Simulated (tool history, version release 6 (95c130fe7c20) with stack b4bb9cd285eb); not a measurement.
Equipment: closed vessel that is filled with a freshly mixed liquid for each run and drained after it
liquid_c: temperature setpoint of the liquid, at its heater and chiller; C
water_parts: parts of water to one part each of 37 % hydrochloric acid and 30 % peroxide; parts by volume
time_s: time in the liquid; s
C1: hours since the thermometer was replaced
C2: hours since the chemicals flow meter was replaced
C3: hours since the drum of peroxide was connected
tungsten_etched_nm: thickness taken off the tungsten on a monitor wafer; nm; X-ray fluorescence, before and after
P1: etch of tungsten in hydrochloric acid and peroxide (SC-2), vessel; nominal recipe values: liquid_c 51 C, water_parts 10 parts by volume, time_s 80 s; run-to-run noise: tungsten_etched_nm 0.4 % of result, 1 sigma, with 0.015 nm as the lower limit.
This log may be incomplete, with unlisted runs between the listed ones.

Run 1, day 0.175: liquid_c 51 C, water_parts 10 parts by volume, time_s 80 s; C1 451.1; C2 587.7; C3 138. Result: tungsten_etched_nm 24.256 nm.
Run 2, day 0.367: liquid_c 51 C, water_parts 4 parts by volume, time_s 35 s; C1 455.7; C2 592.3; C3 142.6. Result: tungsten_etched_nm 21.21 nm.
Run 3, day 0.608: liquid_c 51 C, water_parts 18 parts by volume, time_s 30 s; C1 461.5; C2 598.1; C3 148.4. Result: tungsten_etched_nm 5.4272 nm.
Run 4, day 0.904: liquid_c 44 C, water_parts 4 parts by volume, time_s 80 s; C1 468.6; C2 605.2; C3 155.5. Result: tungsten_etched_nm 30.161 nm.
Run 5, day 1.208: liquid_c 51 C, water_parts 5.5 parts by volume, time_s 80 s; C1 475.9; C2 612.5; C3 162.8. Result: tungsten_etched_nm 38.845 nm.
Run 6, day 1.425: liquid_c 51 C, water_parts 10 parts by volume, time_s 80 s; C1 481.1; C2 617.7; C3 168. Result: tungsten_etched_nm 24.326 nm.
Run 7, day 1.692: liquid_c 51 C, water_parts 10 parts by volume, time_s 80 s; C1 487.5; C2 624.1; C3 174.4. Result: tungsten_etched_nm 24.332 nm.
Run 8, day 1.904: liquid_c 35 C, water_parts 10 parts by volume, time_s 80 s; C1 492.6; C2 629.2; C3 179.5. Result: tungsten_etched_nm 8.0156 nm.
Run 9, day 2.142: liquid_c 51 C, water_parts 10 parts by volume, time_s 30 s; C1 498.3; C2 634.9; C3 185.2. Result: tungsten_etched_nm 9.1476 nm.
Run 10, day 2.296: liquid_c 51 C, water_parts 10 parts by volume, time_s 80 s; C1 502; C2 638.6; C3 188.9. Result: tungsten_etched_nm 24.472 nm.
Run 11, day 2.442: liquid_c 51 C, water_parts 10 parts by volume, time_s 80 s; C1 505.5; C2 642.1; C3 192.4. Result: tungsten_etched_nm 24.298 nm.
Run 12, day 2.721: liquid_c 51 C, water_parts 18 parts by volume, time_s 80 s; C1 512.2; C2 648.8; C3 199.1. Result: tungsten_etched_nm 14.733 nm.

What does the tool deliver on the next run?
Run 13, day 2.925: liquid_c 51 C, water_parts 10 parts by volume, time_s 130 s; C1 517.1; C2 653.7; C3 204. Result: tungsten_etched_nm ?.

tungsten_etched_nm: 39.414 nm
